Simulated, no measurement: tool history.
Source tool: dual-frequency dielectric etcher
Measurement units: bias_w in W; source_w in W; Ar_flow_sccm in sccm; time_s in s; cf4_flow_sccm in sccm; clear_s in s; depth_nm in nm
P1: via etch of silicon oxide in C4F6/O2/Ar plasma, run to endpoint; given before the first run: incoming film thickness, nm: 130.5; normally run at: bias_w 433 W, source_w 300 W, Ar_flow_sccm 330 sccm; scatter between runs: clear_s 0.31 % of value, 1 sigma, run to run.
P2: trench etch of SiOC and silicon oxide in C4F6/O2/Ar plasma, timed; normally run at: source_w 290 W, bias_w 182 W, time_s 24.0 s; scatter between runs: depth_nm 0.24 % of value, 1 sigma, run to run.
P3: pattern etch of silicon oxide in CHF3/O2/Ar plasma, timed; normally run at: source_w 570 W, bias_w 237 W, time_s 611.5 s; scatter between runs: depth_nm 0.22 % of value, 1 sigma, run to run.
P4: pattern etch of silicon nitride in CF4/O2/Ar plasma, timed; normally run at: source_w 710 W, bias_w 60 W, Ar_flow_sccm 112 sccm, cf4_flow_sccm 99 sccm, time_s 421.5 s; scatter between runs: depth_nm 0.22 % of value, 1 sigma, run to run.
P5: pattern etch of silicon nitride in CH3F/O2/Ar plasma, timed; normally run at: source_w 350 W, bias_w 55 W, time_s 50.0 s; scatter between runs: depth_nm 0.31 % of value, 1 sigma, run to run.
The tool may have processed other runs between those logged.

run	day	process	bias_w	source_w	Ar_flow_sccm	time_s	cf4_flow_sccm	clear_s	depth_nm
1	0.196	P1	433	300	330			34.237	
2	0.396	P2	182	290		24.0			42.502
3	0.571	P1	433	380	330			31.490	
4	0.846	P1	516	300	330			31.977	
5	1.025	P4	60	710	112	421.5	99		1162.100
6	1.279	P4	60	990	112	421.5	99		1553.100
7	1.479	P5	55	350		71.5			42.793
8	1.704	P4	60	710	112	252.0	99		692.940
9	1.896	P2	182	180		24.0			35.424
10	2.233	P2	182	290		24.0			42.632
11	2.583	P4	60	710	112	421.5	99		1163.200
12	2.858	P3	237	570		611.5			1287.000
13	3.121	P1	433	300	414			35.343	
14	3.417	P1	344	400	330			33.270	
15	3.712	P5	76	350		50.0			33.319
16	3.908	P3	237	670		611.5			1369.300
17	4.283	P1	433	300	330			34.027	
18	4.588	P1	433	300	330			34.271	
19	4.833	P1	433	300	330			34.023	
20	5.021	P2	225	290		24.0			45.700
21	5.250	P5	55	350		50.0			29.951
22	5.421	P3	237	570		611.5			1287.600
23	5.629	P1	433	300	330			34.251	
# day 5.792: bias power generator calibrated
24	5.954	P3	237	570		336.5			708.730
25	6.250	P2	182	290		31.5			56.012
26	6.554	P1	433	300	330			34.458	
27	6.729	P1	314	300	330			38.649	
28	6.908	P3	150	570		611.5			1101.300
29	7.138	P4	60	710	112	421.5	59		1081.400
30	7.421	P4	60	710	149	421.5	99		1117.900
31	7.733	P1	433	210	330			39.129	
32	8.029	P1	433	300	233			33.125	
33	8.229	P4	75	710	112	421.5	99		1268.400
34	8.596	P5	55	490		50.0			34.127
35	8.858	P1	433	300	330			34.263	
36	9.062	P1	433	300	330			34.159	

For run 37, what comes out?
37	9.254	P1	433	300	330			?	

{"run 37": {"clear_s": 34.002}}
